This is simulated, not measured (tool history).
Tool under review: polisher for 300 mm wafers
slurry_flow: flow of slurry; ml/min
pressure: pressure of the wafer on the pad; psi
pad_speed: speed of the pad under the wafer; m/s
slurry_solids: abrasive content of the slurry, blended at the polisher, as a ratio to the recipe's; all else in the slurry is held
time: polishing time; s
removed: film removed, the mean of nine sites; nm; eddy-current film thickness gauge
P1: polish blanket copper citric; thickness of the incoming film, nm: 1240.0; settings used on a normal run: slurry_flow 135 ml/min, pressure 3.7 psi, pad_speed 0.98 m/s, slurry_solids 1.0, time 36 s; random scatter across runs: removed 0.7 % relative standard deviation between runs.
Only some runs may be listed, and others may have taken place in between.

run	hour	slurry_flow	pressure	pad_speed	slurry_solids	time	wafers polished on this pad	hours since the slurry nozzle was cleaned	hours since the head pressure was calibrated	hours since the slurry blender was calibrated	removed
1	10.1	135	3.7	0.98	1.0	36	437	307.0	410.2	82.2	91.446
2	20.1	135	3.7	0.52	1.0	36	531	317.0	420.2	92.2	49.114
3	32.6	135	5.3	0.98	1.0	36	649	329.5	432.7	104.7	131.540
4	41.4	170	3.7	0.74	1.0	36	732	338.3	441.5	113.5	71.469
5	54.6	135	3.7	0.98	1.0	36	856	351.5	454.7	126.7	90.609
6	67.9	135	3.7	1.32	1.0	36	981	364.8	468.0	140.0	121.480
7	80.2	135	1.7	0.98	1.0	36	1096	377.1	480.3	152.3	42.497
8	92.6	135	3.7	0.98	1.0	36	1213	389.5	492.7	164.7	90.750
9	106.5	135	3.7	1.42	1.4	36	1344	403.4	506.6	178.6	140.000
10	120.5	135	3.7	0.98	1.0	16	1475	417.4	520.6	192.6	40.101
11	131.2	135	3.7	0.98	1.0	36	1576	428.1	531.3	203.3	91.235
12	142.3	95	3.7	0.98	1.0	36	1680	439.2	542.4	214.4	83.247
13	150.6	135	3.7	0.98	1.0	56	1758	447.5	550.7	222.7	140.550
14	159.4	195	2.6	0.98	1.0	36	1841	456.3	559.5	231.5	68.768
# hour 164.6: head pressure recalibrated
15	166.7	135	3.7	0.98	0.5	36	1909	463.6	2.2	238.8	79.274
16	174.1	200	3.7	0.98	1.0	36	1979	471.0	9.6	246.2	96.941
17	181.3	135	3.7	0.98	1.5	36	2047	478.2	16.8	253.4	98.300

Forecast run 18:
18	194.6	135	3.7	0.98	1.0	36	2172	491.5	30.1	266.7	?

For run 18 the tool returned removed 90.712 nm.
